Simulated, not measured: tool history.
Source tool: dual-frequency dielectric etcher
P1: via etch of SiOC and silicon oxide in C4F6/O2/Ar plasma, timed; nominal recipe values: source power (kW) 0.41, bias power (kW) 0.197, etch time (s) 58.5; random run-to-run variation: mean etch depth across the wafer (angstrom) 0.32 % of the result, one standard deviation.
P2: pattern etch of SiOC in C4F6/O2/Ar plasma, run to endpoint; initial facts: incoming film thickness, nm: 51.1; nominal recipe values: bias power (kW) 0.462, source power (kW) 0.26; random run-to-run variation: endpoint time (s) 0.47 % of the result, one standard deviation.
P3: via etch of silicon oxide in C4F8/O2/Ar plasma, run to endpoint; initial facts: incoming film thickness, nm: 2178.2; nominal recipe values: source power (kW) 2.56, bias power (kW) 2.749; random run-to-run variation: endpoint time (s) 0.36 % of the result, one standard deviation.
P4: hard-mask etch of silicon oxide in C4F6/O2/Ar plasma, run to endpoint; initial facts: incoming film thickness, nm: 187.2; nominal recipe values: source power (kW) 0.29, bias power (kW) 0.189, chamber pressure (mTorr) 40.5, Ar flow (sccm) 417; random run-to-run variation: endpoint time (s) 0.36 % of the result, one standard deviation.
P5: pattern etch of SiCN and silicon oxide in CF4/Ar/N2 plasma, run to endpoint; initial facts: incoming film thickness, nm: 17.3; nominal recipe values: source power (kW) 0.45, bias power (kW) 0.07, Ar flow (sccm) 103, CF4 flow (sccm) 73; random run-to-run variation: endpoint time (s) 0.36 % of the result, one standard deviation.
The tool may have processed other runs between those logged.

run	hour	process that ran	source power (kW)	bias power (kW)	etch time (s)	chamber pressure (mTorr)	Ar flow (sccm)	CF4 flow (sccm)	hours since the last wet clean	hours since the last source power generator calibration	hours since the last bias power generator calibration	mean etch depth across the wafer (angstrom)	endpoint time (s)
1	8	P1	0.41	0.197	58.5				194.1	1922.9	1022.6	708.25	
2	12	P4	0.29	0.126		40.5	417		198.1	1926.9	1026.6		79.818
3	16.9	P2	0.26	0.285					203	1931.8	1031.5		24.734
4	25.6	P1	0.31	0.197	58.5				211.7	1940.5	1040.2	639.33	
5	32.6	P1	0.41	0.197	58.5				218.7	1947.5	1047.2	707.22	
6	41.5	P3	2.56	2.749					227.6	1956.4	1056.1		359.57
7	49.6	P5	0.45	0.056			103	73	235.7	1964.5	1064.2		22.067
8	57.4	P5	0.61	0.07			103	73	243.5	1972.3	1072		15.605
9	62.4	P4	0.29	0.189		52	417		248.5	1977.3	1077		72.524
10	69.2	P1	0.55	0.197	58.5				255.3	1984.1	1083.8	794.03	
11	77.9	P1	0.41	0.237	58.5				264	1992.8	1092.5	752.12	
12	85.3	P4	0.29	0.189		40.5	417		271.4	2000.2	1099.9		70.198
13	89.6	P3	2.56	1.649					275.7	2004.5	1104.2		415.31
14	98.2	P1	0.41	0.137	58.5				284.3	2013.1	1112.8	634.35	
15	102	P1	0.41	0.197	58.5				288.1	2016.9	1116.6	703.07	
16	106.4	P1	0.41	0.197	32				292.5	2021.3	1121	386.76	
17	112.1	P5	0.45	0.07			103	73	298.2	2027	1126.7		20.65
18	118.2	P2	0.26	0.462					304.3	2033.1	1132.8		20.717
19	123.5	P5	0.45	0.07			103	73	309.6	2038.4	1138.1		20.605
20	129.5	P1	0.41	0.197	72				315.6	2044.4	1144.1	873.33	
21	135.2	P1	0.41	0.197	58.5				321.3	2050.1	1149.8	708.39	
22	140.8	P4	0.36	0.189		40.5	417		326.9	2055.7	1155.4		64.935
23	146.4	P4	0.29	0.189		40.5	267		332.5	2061.3	1161		67.088
24	151.7	P5	0.45	0.07			103	54	337.8	2066.6	1166.3		21.58
25	156.5	P5	0.45	0.07			61	73	342.6	2071.4	1171.1		19.109
26	162.9	P4	0.29	0.189		40.5	417		349	2077.8	1177.5		70.204
27	167.9	P1	0.25	0.197	86				354	2082.8	1182.5	857.84	
28	171.9	P3	1.77	2.749					358	2086.8	1186.5		414.54
29	179.7	P2	0.26	0.462					365.8	2094.6	1194.3		20.744
30	184.7	P2	0.17	0.462					370.8	2099.6	1199.3		24.339
31	189.7	P1	0.41	0.197	58.5				375.8	2104.6	1204.3	711.43	
32	197.9	P1	0.41	0.197	58.5				384	2112.8	1212.5	708.34	
33	203.8	P1	0.41	0.197	58.5				389.9	2118.7	1218.4	702.03	
34	209.3	P1	0.41	0.197	58.5				395.4	2124.2	1223.9	700.34	
35	213.7	P1	0.41	0.197	58.5				399.8	2128.6	1228.3	701.77	
# hour 220.9: wet clean of the chamber
36	221.1	P1	0.41	0.197	58.5				0.2	2136	1235.7	699.42	
37	229	P1	0.41	0.197	58.5				8.1	2143.9	1243.6	696.64	
38	233.6	P1	0.41	0.197	58.5				12.7	2148.5	1248.2	697.73	

Something has made what P1 gives creep away from where it was; the 2 causes below, each at its own stated size, fit the log equally well:
A: source power that arrives under what is set, % = 4.03
B: bias power that arrives under what is set, % = 4.75
At approximately hour 197.9, the process output began to creep.
Ruled out, with reasons:
chamber walls in a state that lowers the etch rate, %: work on it at hour 220.9, done after the drift set in, did not restore what the process gave before

Below are 4 check runs, each averaged over 2 wafers, with their results shown as question marks. Which of them would give clearly different results depending on which cause is behind the drift?
check 1	238.2	P4	0.36	0.189		40.5	417						?
check 2	238.2	P5	0.61	0.07			65	73					?
check 3	238.2	P2	0.26	0.293									?
check 4	238.2	P3	1.83	1.671									?

Predicted outcomes, by check and by cause:
check	result	if A	if B
check 1	endpoint time (s)	65.757	65.734
check 2	endpoint time (s)	15.209	14.879
check 3	endpoint time (s)	24.925	24.964
check 4	endpoint time (s)	480.67	479.14
Distance between the nearest two causes, measured in the result of the check that separates them most: check 1 0.04 %; check 2 2.2 %; check 3 0.16 %; check 4 0.32 %
The causes can be told apart only by check 2. The other checks would give nearly the same results under each of them.

Here is what check 2 returned: endpoint time (s) 15.203. Which cause is it?

A is the cause: source power that arrives under what is set, %.
